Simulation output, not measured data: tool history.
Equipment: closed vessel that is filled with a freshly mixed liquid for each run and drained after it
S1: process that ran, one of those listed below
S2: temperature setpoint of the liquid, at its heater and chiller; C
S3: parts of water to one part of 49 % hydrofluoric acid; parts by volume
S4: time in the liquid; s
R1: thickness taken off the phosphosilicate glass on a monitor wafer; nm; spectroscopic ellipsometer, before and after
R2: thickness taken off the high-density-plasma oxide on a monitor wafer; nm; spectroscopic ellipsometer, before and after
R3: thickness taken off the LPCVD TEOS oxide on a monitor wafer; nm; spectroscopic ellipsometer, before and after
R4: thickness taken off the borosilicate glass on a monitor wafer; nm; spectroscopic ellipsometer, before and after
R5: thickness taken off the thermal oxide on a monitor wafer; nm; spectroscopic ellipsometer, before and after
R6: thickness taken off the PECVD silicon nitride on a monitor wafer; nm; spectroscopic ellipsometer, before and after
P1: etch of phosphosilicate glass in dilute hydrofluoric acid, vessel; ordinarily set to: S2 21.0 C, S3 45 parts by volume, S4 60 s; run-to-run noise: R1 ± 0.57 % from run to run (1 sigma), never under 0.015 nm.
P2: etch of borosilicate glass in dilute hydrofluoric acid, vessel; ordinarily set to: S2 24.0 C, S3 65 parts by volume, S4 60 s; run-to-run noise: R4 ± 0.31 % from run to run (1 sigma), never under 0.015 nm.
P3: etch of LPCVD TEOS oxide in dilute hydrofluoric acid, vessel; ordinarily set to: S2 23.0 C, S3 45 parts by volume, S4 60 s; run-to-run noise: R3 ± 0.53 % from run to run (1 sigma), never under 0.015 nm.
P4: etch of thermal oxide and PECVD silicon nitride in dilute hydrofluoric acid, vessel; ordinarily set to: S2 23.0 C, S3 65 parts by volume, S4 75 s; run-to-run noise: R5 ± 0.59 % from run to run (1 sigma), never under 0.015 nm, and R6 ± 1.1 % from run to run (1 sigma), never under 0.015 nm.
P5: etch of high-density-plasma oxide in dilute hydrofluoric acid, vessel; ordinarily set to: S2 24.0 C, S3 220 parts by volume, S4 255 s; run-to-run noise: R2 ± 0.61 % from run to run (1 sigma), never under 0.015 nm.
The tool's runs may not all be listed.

| run | day | S1 | S2 | S3 | S4 | R1 | R2 | R3 | R4 | R5 | R6 |
|---|---|---|---|---|---|---|---|---|---|---|---|
| 1 | 0.550 | P1 | 21.0 | 45 | 60 | 77.389 |  |  |  |  |  |
| 2 | 1.279 | P5 | 29.0 | 220 | 255 |  | 6.5712 |  |  |  |  |
| 3 | 1.804 | P1 | 21.0 | 20 | 60 | 178.290 |  |  |  |  |  |
| 4 | 2.521 | P1 | 21.0 | 45 | 95 | 121.750 |  |  |  |  |  |
| 5 | 3.046 | P3 | 23.0 | 45 | 105 |  |  | 69.103 |  |  |  |
| 6 | 3.596 | P2 | 30.5 | 65 | 60 |  |  |  | 30.208 |  |  |
| 7 | 3.938 | P5 | 24.0 | 40 | 255 |  | 37.5760 |  |  |  |  |
| 8 | 4.500 | P1 | 17.0 | 65 | 60 | 44.110 |  |  |  |  |  |
| 9 | 4.904 | P3 | 30.0 | 45 | 60 |  |  | 52.546 |  |  |  |
| 10 | 5.596 | P4 | 23.0 | 65 | 150 |  |  |  |  | 10.2560 | 3.4881 |
| 11 | 6.133 | P1 | 21.0 | 45 | 60 | 77.056 |  |  |  |  |  |
| 12 | 6.888 | P1 | 21.0 | 60 | 60 | 57.347 |  |  |  |  |  |
| 13 | 7.554 | P5 | 24.0 | 220 | 255 |  | 5.4912 |  |  |  |  |
| 14 | 8.325 | P4 | 23.0 | 100 | 75 |  |  |  |  | 3.2070 | 1.1269 |
| 15 | 9.012 | P1 | 17.0 | 45 | 60 | 64.171 |  |  |  |  |  |
| 16 | 9.396 | P1 | 21.0 | 45 | 60 | 77.938 |  |  |  |  |  |
| 17 | 9.979 | P4 | 23.0 | 65 | 75 |  |  |  |  | 5.1807 | 1.7869 |
| 18 | 10.646 | P2 | 24.0 | 65 | 110 |  |  |  | 42.511 |  |  |
| 19 | 11.333 | P3 | 23.0 | 20 | 60 |  |  | 92.646 |  |  |  |
| 20 | 11.771 | P4 | 28.0 | 65 | 75 |  |  |  |  | 6.3191 | 2.4494 |
| 21 | 12.408 | P2 | 24.0 | 65 | 60 |  |  |  | 23.353 |  |  |
| 22 | 13.138 | P1 | 21.0 | 45 | 30 | 39.024 |  |  |  |  |  |
| 23 | 13.850 | P3 | 23.0 | 45 | 60 |  |  | 39.637 |  |  |  |
| 24 | 14.562 | P1 | 17.5 | 45 | 30 | 33.370 |  |  |  |  |  |
| 25 | 15.075 | P2 | 24.0 | 25 | 60 |  |  |  | 63.945 |  |  |
| 26 | 15.758 | P3 | 23.0 | 45 | 60 |  |  | 39.174 |  |  |  |
| 27 | 16.412 | P1 | 21.0 | 45 | 60 | 77.394 |  |  |  |  |  |
| 28 | 16.825 | P1 | 27.0 | 45 | 60 | 98.559 |  |  |  |  |  |
| 29 | 17.562 | P1 | 21.0 | 45 | 60 | 77.513 |  |  |  |  |  |
| 30 | 18.175 | P1 | 21.0 | 45 | 60 | 77.000 |  |  |  |  |  |
| 31 | 18.908 | P5 | 24.0 | 220 | 255 |  | 5.4861 |  |  |  |  |
| 32 | 19.471 | P5 | 24.0 | 220 | 485 |  | 10.4840 |  |  |  |  |
| 33 | 19.971 | P1 | 21.0 | 45 | 60 | 77.542 |  |  |  |  |  |
| 34 | 20.571 | P1 | 21.0 | 45 | 60 | 74.435 |  |  |  |  |  |
| 35 | 21.142 | P1 | 21.0 | 45 | 60 | 72.967 |  |  |  |  |  |
| 36 | 21.783 | P1 | 21.0 | 45 | 60 | 71.380 |  |  |  |  |  |
| 37 | 22.429 | P1 | 21.0 | 45 | 60 | 71.291 |  |  |  |  |  |
| 38 | 23.196 | P1 | 21.0 | 45 | 60 | 70.343 |  |  |  |  |  |
| 39 | 23.933 | P1 | 21.0 | 45 | 60 | 70.985 |  |  |  |  |  |

Compared with where it was, what P1 gives has crept away. Each cause listed below fits the log as well as the rest, at the size given for it:
A: hydrofluoric acid flow below the setpoint (%) = 7.57
B: liquid colder than its thermometer reads (K) = 1.96
The drift started at roughly day 19.971.

Below are 4 check runs, each averaged over 3 wafers, with their results shown as question marks. Which of them would give clearly different results depending on which cause is behind the drift?
| check 1 | 24.671 | P5 | 24.0 | 60 | 255 |  | ? |  |  |  |  |
| check 2 | 24.671 | P4 | 23.0 | 65 | 125 |  |  |  |  | ? | ? |
| check 3 | 24.671 | P2 | 30.5 | 30 | 60 |  |  |  | ? |  |  |
| check 4 | 24.671 | P3 | 23.0 | 20 | 105 |  |  | ? |  |  |  |

What each check would give under each cause:
| check | result | if A | if B |
|---|---|---|---|
| check 1 | R2 | 22.3600 | 22.4580 |
| check 2 | R5 | 7.8946 | 7.9290 |
| check 2 | R6 | 2.7123 | 2.5645 |
| check 3 | R4 | 63.519 | 63.774 |
| check 4 | R3 | 148.110 | 147.680 |
Smallest distance between any two causes, each pair judged by its most separating result, in per cent: check 1 0.44 %; check 2 5.61 %; check 3 0.4 %; check 4 0.3 %
Check 2 is the one run that separates the causes; every other check would come out nearly the same whichever cause is at work.

The results of check 2 are: R5 7.8788 nm; R6 2.7237 nm. Based on these, which of the listed causes is it?

It was cause A: hydrofluoric acid flow below the setpoint (%).
